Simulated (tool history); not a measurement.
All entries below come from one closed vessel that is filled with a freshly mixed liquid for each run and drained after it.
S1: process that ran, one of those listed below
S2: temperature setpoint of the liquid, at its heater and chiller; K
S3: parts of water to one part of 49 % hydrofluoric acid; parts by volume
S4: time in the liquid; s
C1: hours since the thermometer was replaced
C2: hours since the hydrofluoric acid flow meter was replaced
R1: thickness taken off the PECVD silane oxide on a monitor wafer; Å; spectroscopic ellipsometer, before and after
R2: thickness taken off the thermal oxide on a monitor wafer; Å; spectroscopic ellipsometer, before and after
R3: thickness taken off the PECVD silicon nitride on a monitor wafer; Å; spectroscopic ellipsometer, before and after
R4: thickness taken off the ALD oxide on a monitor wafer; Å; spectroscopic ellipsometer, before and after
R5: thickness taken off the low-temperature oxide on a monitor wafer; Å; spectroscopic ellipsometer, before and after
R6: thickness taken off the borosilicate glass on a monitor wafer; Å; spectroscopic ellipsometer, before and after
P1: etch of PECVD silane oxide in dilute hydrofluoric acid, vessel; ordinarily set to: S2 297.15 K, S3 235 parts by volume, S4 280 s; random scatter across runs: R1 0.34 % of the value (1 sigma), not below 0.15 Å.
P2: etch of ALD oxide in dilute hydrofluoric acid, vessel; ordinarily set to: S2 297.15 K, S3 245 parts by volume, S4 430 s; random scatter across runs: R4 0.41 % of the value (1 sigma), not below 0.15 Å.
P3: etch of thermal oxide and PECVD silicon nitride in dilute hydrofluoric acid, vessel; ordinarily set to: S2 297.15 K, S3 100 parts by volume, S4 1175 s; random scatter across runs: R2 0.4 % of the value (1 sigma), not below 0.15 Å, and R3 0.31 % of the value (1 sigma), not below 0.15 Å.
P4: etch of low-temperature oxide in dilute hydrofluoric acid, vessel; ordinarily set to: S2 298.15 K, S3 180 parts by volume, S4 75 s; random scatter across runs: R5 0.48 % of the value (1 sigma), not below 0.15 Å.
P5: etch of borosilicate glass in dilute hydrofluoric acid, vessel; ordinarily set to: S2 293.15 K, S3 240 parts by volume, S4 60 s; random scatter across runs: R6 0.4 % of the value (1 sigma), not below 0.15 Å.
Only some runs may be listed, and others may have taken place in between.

run   hour  S1      S2   S3    S4      C1      C2      R1      R2      R3      R4      R5      R6
  1     10  P1  297.15  235   280   977.2   849.8   322.4
  2   19.1  P1  297.15  235   500   986.3   858.9  578.62
  3   37.1  P3  290.15  100  1175  1004.3   876.9          424.25  126.32
  4   50.8  P1  297.15  235    45    1018   890.6  51.833
  5   62.7  P1  290.15  235   160  1029.9   902.5  142.17
  6   79.7  P2  297.15  365   430  1046.9   919.5                          91.487
  7   96.1  P1  305.65  235   280  1063.3   935.9  433.51
  8  109.3  P2  297.15  245   685  1076.5   949.1                          244.08
  9  126.2  P2  291.15  245   430  1093.4     966                           122.9
 10  143.9  P1  297.15  235   280  1111.1   983.7  320.95
 11  159.1  P1  297.15  235   280  1126.3   998.9  320.84
 12  175.5  P3  297.15  140  1175  1142.7  1015.3          383.15  145.84
 13    193  P2  297.15  245   430  1160.2  1032.8                          154.24
 14  203.2  P4  298.15  265    75  1170.4    1043                                  24.993
     219.1  -- thermometer replaced
 15  220.6  P5  300.15  240    60     1.5  1060.4                                          91.479
 16  234.8  P1  297.15  235   280    15.7  1074.6  321.58
 17  251.9  P4  303.15  180    75    32.8  1091.7                                   48.72
 18  260.3  P5  293.15  345    60    41.2  1100.1                                          44.653
 19  269.1  P4  298.15  180    75      50  1108.9                                  40.921
 20  285.4  P1  297.15  140   280    66.3  1125.2  595.67
 21  294.9  P1  297.15  235   280    75.8  1134.7  321.82
 22  306.1  P1  292.15  235   280      87  1145.9  267.66
 23  320.8  P2  297.15  245   430   101.7  1160.6                          152.37
 24  331.1  P4  298.15  180    75     112  1170.9                                  41.062
 25  342.1  P1  297.15  335   280     123  1181.9  204.56
 26    356  P1  297.15  235   280   136.9  1195.8  321.44
 27  364.2  P1  297.15  425   435   145.1    1204  230.76
 28  375.1  P5  293.15  240    60     156  1214.9                                          70.568
 29  384.2  P3  297.15  100  1730   165.1    1224          831.81   300.6
 30  397.1  P3  297.15  100  1175     178  1236.9          564.78  202.98
 31  405.9  P5  293.15  240    30   186.8  1245.7                                          35.678
 32  418.4  P4  298.15  180   135   199.3  1258.2                                  73.406
 33  436.6  P1  297.15  235   280   217.5  1276.4   322.1
 34  451.4  P1  297.15  235   280   232.3  1291.2  331.09
 35  467.8  P1  297.15  235   280   248.7  1307.6  334.78
 36  481.9  P1  297.15  235   280   262.8  1321.7  338.63
 37  490.8  P1  297.15  235   280   271.7  1330.6  339.11
 38  508.2  P1  297.15  235   280   289.1    1348  339.42
 39  521.5  P1  297.15  235   280   302.4  1361.3  339.12
 40  533.5  P1  297.15  235   280   314.4  1373.3  343.61
 41  543.6  P1  297.15  235   280   324.5  1383.4  344.79
 42  556.2  P1  297.15  235   280   337.1    1396  342.38

Compared with where it was, what P1 gives has crept away. Each cause listed below fits the log as well as the rest, at the size given for it:
A: liquid hotter than its thermometer reads (K) = 1.75
B: hydrofluoric acid flow above the setpoint (%) = 5.18
The creep began at about hour 436.6.

Below are 4 check runs, each on a single wafer, with their results shown as question marks. Which of them would tell the listed causes apart, meaning the causes would give clearly different results under it?
check 1  568.8  P5  298.15  240    60                               ?
check 2  568.8  P2  292.65  245   430                       ?
check 3  568.8  P3  291.15  100  1175               ?   ?
check 4  568.8  P4  298.15  265    75                           ?

Predicted outcomes, by check and by cause:
  check  result    if A    if B
check 1      R6  90.017   90.14
check 2      R4  138.52  137.99
check 3      R2  475.76  467.79
check 3      R3  153.01  142.48
check 4      R5  26.956  27.046
Smallest distance between any two causes, each pair judged by its most separating result, in per cent: check 1 0.14 %; check 2 0.38 %; check 3 7.12 %; check 4 0.33 %
Check 3 distinguishes between the causes, while the remaining checks would return nearly the same result for all of them.

Running check 3 produced the following: R2 475.93 Å; R3 153.49 Å. Which one of the listed causes fits?

Of the candidate causes, it is A: liquid hotter than its thermometer reads (K).
